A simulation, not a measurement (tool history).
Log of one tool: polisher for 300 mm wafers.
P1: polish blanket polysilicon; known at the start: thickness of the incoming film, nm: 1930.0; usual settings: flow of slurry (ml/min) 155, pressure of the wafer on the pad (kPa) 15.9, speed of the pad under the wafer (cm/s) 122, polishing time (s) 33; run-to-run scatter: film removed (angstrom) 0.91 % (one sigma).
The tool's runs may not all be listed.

| run | hour | flow of slurry (ml/min) | pressure of the wafer on the pad (kPa) | speed of the pad under the wafer (cm/s) | polishing time (s) | wafers polished on this pad | hours since the slurry nozzle was cleaned | hours since the head pressure was calibrated | film removed (angstrom) |
|---|---|---|---|---|---|---|---|---|---|
| 1 | 8.3 | 155 | 15.9 | 122 | 33 | 658 | 215.6 | 155.6 | 2209.6 |
| 2 | 18.2 | 155 | 15.9 | 184 | 33 | 813 | 225.5 | 165.5 | 3316.3 |
| 3 | 22.9 | 155 | 15.9 | 122 | 33 | 886 | 230.2 | 170.2 | 2191.5 |
| 4 | 28.5 | 155 | 15.9 | 122 | 33 | 974 | 235.8 | 175.8 | 2203.9 |
| 5 | 37.3 | 205 | 15.9 | 122 | 33 | 1112 | 244.6 | 184.6 | 2300.7 |
| 6 | 42.4 | 155 | 15.9 | 122 | 16 | 1191 | 249.7 | 189.7 | 1060.7 |
|  | 42.5 | worn pad replaced by a new one |
| 7 | 52.0 | 155 | 24.1 | 122 | 33 | 148 | 259.3 | 199.3 | 3349.8 |
| 8 | 57.3 | 155 | 15.9 | 82 | 33 | 231 | 264.6 | 204.6 | 1473.5 |
| 9 | 64.3 | 155 | 15.9 | 122 | 52 | 341 | 271.6 | 211.6 | 3489.2 |
| 10 | 72.7 | 105 | 15.9 | 122 | 33 | 472 | 280.0 | 220.0 | 2038.2 |
| 11 | 79.9 | 195 | 15.9 | 94 | 33 | 585 | 287.2 | 227.2 | 1787.0 |
| 12 | 87.8 | 155 | 15.9 | 122 | 33 | 709 | 295.1 | 235.1 | 2245.1 |
| 13 | 93.1 | 155 | 15.9 | 122 | 33 | 792 | 300.4 | 240.4 | 2216.8 |
| 14 | 100.2 | 155 | 9.0 | 122 | 33 | 903 | 307.5 | 247.5 | 1243.8 |
| 15 | 105.8 | 155 | 11.7 | 90 | 33 | 991 | 313.1 | 253.1 | 1214.7 |
| 16 | 111.5 | 155 | 15.9 | 122 | 33 | 1080 | 318.8 | 258.8 | 2219.0 |
| 17 | 117.0 | 155 | 15.9 | 122 | 33 | 1166 | 324.3 | 264.3 | 2146.3 |
| 18 | 124.0 | 155 | 15.9 | 122 | 33 | 1275 | 331.3 | 271.3 | 2069.7 |
| 19 | 128.4 | 155 | 15.9 | 122 | 33 | 1344 | 335.7 | 275.7 | 2055.9 |
|  | 130.5 | worn pad replaced by a new one |
| 20 | 138.3 | 155 | 15.9 | 122 | 33 | 122 | 345.6 | 285.6 | 2049.2 |
| 21 | 147.1 | 155 | 15.9 | 122 | 33 | 260 | 354.4 | 294.4 | 2028.4 |
| 22 | 154.2 | 155 | 15.9 | 122 | 33 | 371 | 361.5 | 301.5 | 2027.8 |
| 23 | 162.6 | 155 | 15.9 | 122 | 33 | 502 | 369.9 | 309.9 | 2005.2 |

What P1 gives has crept away from where it was. These 2 causes fit the log equally well, each at the size given:
A: slurry flow missing at the pad, % = 37.4
B: head's pressure below its setpoint, % = 9.29
The creep began at about hour 111.5.
Why every other cause is out:
removal rate lost through wear of the pad, %: serviced at hour 130.5, which brought nothing back

4 check runs are offered, each on 3 wafers whose results are averaged, their results left as question marks. Which one tells the causes apart?
| check 1 | 171.0 | 155 | 11.0 | 122 | 24 |  |  |  | ? |
| check 2 | 171.0 | 155 | 11.7 | 122 | 33 |  |  |  | ? |
| check 3 | 171.0 | 105 | 15.9 | 122 | 33 |  |  |  | ? |
| check 4 | 171.0 | 155 | 23.4 | 168 | 33 |  |  |  | ? |

What each check would give under each cause:
| check | result | if A | if B |
|---|---|---|---|
| check 1 | film removed (angstrom) | 1015.4 | 1015.5 |
| check 2 | film removed (angstrom) | 1483.5 | 1483.6 |
| check 3 | film removed (angstrom) | 1783.5 | 1856.4 |
| check 4 | film removed (angstrom) | 4085.6 | 4086.0 |
How far apart the two closest causes lie, in the result that separates them most: check 1 0.01 %; check 2 0.01 %; check 3 4.01 %; check 4 0.01 %
Check 3 tells the causes apart: in the others they would give nearly the same result.

Then check 3 was run and gave: film removed (angstrom) 1854.1. Which cause is it?

It is B: head's pressure below its setpoint, %.

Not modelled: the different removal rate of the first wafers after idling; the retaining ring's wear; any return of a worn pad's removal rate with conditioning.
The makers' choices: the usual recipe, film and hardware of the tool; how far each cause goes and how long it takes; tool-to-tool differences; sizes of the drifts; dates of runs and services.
